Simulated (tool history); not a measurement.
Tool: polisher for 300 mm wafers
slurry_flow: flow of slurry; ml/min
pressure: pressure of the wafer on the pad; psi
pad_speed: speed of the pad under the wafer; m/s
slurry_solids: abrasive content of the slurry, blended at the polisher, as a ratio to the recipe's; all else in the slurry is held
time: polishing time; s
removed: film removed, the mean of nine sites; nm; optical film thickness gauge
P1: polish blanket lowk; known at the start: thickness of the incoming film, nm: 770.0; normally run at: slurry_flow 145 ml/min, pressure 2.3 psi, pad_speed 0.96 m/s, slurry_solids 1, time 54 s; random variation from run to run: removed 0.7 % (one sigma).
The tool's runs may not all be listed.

| run | hour | slurry_flow | pressure | pad_speed | slurry_solids | time | wafers polished on this pad | hours since the slurry nozzle was cleaned | hours since the head pressure was calibrated | hours since the slurry blender was calibrated | hours since the conditioning disc was replaced | removed |
|---|---|---|---|---|---|---|---|---|---|---|---|---|
| 1 | 12.3 | 145 | 2.3 | 0.96 | 1 | 54 | 229 | 100.7 | 686.9 | 99.5 | 98.7 | 25.461 |
| 2 | 26.2 | 145 | 2.3 | 0.96 | 1 | 54 | 365 | 114.6 | 700.8 | 113.4 | 112.6 | 25.433 |
| 3 | 36.2 | 145 | 3.1 | 0.96 | 1 | 54 | 462 | 124.6 | 710.8 | 123.4 | 122.6 | 34.46 |
| 4 | 49 | 145 | 2.3 | 0.96 | 1 | 24 | 587 | 137.4 | 723.6 | 136.2 | 135.4 | 11.366 |
| 5 | 56.9 | 200 | 2.3 | 0.96 | 1 | 54 | 664 | 145.3 | 731.5 | 144.1 | 143.3 | 26.484 |
| 6 | 64.1 | 145 | 2.3 | 0.96 | 1 | 54 | 734 | 152.5 | 738.7 | 151.3 | 150.5 | 25.556 |
| 7 | 76.3 | 145 | 1 | 0.96 | 1 | 54 | 853 | 164.7 | 750.9 | 163.5 | 162.7 | 11.152 |
| 8 | 88.7 | 145 | 2.3 | 0.96 | 1.5 | 54 | 974 | 177.1 | 763.3 | 175.9 | 175.1 | 30.167 |
| 9 | 98.7 | 145 | 2.3 | 0.44 | 1 | 54 | 1072 | 187.1 | 773.3 | 185.9 | 185.1 | 13.458 |
| 10 | 107.3 | 145 | 2.3 | 1.3 | 1 | 33 | 1156 | 195.7 | 781.9 | 194.5 | 193.7 | 19.489 |
| 11 | 121.2 | 100 | 2.3 | 0.96 | 1 | 54 | 1292 | 209.6 | 795.8 | 208.4 | 207.6 | 23.396 |
| 12 | 129.2 | 145 | 2.3 | 0.96 | 1 | 54 | 1370 | 217.6 | 803.8 | 216.4 | 215.6 | 25.436 |
| 13 | 140.6 | 145 | 2.3 | 0.96 | 1 | 81 | 1481 | 229 | 815.2 | 227.8 | 227 | 37.849 |
|  | 146.8 | head pressure recalibrated |
| 14 | 155.2 | 145 | 2.3 | 1.32 | 1 | 54 | 1623 | 243.6 | 8.5 | 242.4 | 241.6 | 32.81 |

Run 15 comes next. What will it give?
| 15 | 164.5 | 145 | 2.3 | 0.96 | 1 | 54 | 1714 | 252.9 | 17.8 | 251.7 | 250.9 | ? |

{"run 15": {"removed": 25.138}}
